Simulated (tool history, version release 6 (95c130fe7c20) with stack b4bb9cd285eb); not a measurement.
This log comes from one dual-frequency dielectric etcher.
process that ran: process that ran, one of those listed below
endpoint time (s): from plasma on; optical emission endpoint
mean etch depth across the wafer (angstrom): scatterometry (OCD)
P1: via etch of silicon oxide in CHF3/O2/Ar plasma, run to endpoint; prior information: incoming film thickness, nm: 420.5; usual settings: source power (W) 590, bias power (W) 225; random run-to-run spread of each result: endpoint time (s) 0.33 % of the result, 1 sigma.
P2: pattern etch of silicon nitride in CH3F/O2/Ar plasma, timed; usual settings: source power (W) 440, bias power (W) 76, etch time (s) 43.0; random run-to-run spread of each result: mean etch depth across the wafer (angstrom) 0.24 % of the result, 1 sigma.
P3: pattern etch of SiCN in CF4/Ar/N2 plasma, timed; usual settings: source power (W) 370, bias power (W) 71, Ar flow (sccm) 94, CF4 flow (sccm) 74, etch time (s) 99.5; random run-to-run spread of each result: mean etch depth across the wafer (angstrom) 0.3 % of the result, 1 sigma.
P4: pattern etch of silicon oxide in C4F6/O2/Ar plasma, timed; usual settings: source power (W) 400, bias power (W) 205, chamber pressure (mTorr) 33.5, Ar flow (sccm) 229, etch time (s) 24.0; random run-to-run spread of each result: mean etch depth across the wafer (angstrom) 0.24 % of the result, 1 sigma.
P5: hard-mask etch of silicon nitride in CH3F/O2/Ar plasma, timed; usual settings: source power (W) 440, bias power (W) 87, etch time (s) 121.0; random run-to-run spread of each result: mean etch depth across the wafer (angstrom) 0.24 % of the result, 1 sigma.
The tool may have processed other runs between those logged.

run,hour,process that ran,source power (W),bias power (W),etch time (s),Ar flow (sccm),CF4 flow (sccm),chamber pressure (mTorr),hours since the last wet clean,hours since the last source power generator calibration,hours since the last bias power generator calibration,endpoint time (s),mean etch depth across the wafer (angstrom)
1,5.8,P1,590,225,,,,,136.4,550.3,792.7,202.10,
2,15.1,P2,620,76,43.0,,,,145.7,559.6,802.0,,356.03
3,24.1,P1,590,225,,,,,154.7,568.6,811.0,201.91,
4,35.6,P3,300,71,99.5,94,74,,166.2,580.1,822.5,,616.10
5,41.4,P2,440,76,43.0,,,,172.0,585.9,828.3,,311.59
6,52.5,P4,400,205,29.0,229,,33.5,183.1,597.0,839.4,,991.33
7,64.4,P3,370,71,99.5,94,48,,195.0,608.9,851.3,,690.70
8,70.6,P3,370,71,99.5,55,74,,201.2,615.1,857.5,,791.56
9,81.4,P1,590,225,,,,,212.0,625.9,868.3,201.06,
10,92.0,P4,400,205,24.0,229,,33.5,222.6,636.5,878.9,,823.84
11,103.6,P2,440,76,29.0,,,,234.2,648.1,890.5,,210.31
12,112.5,P1,590,225,,,,,243.1,657.0,899.4,201.85,
13,118.7,P2,440,56,43.0,,,,249.3,663.2,905.6,,281.11
14,128.0,P4,400,205,24.0,229,,33.5,258.6,672.5,914.9,,830.07
15,137.8,P5,440,87,121.0,,,,268.4,682.3,924.7,,928.25
16,146.4,P5,440,87,121.0,,,,277.0,690.9,933.3,,925.55
17,156.6,P1,420,225,,,,,287.2,701.1,943.5,228.73,
# hour 162.5: source power generator calibrated
18,162.6,P1,590,295,,,,,293.2,0.1,949.5,183.92,
# hour 167.5: bias power generator calibrated
19,169.4,P4,400,205,24.0,319,,33.5,300.0,6.9,1.9,,792.45
20,181.7,P3,370,100,99.5,94,74,,312.3,19.2,14.2,,828.98
21,193.9,P4,400,121,24.0,229,,33.5,324.5,31.4,26.4,,699.38
22,201.1,P1,590,163,,,,,331.7,38.6,33.6,225.24,
23,208.8,P5,290,87,121.0,,,,339.4,46.3,41.3,,793.57
24,215.7,P1,590,225,,,,,346.3,53.2,48.2,201.00,
25,225.8,P1,590,225,,,,,356.4,63.3,58.3,201.93,
26,237.0,P1,700,287,,,,,367.6,74.5,69.5,173.94,
27,247.1,P4,400,205,24.0,229,,40.5,377.7,84.6,79.6,,804.50
28,253.8,P3,370,71,99.5,94,74,,384.4,91.3,86.3,,738.85
29,263.7,P1,590,225,,,,,394.3,101.2,96.2,201.41,
30,274.5,P1,790,225,,,,,405.1,112.0,107.0,181.20,
31,280.3,P5,440,54,121.0,,,,410.9,117.8,112.8,,788.22
32,288.2,P5,440,87,87.5,,,,418.8,125.7,120.7,,670.67

Forecast run 33:
33,300.6,P4,310,205,24.0,229,,33.5,431.2,138.1,133.1,,?

Run 33 yielded mean etch depth across the wafer (angstrom) 747.11.
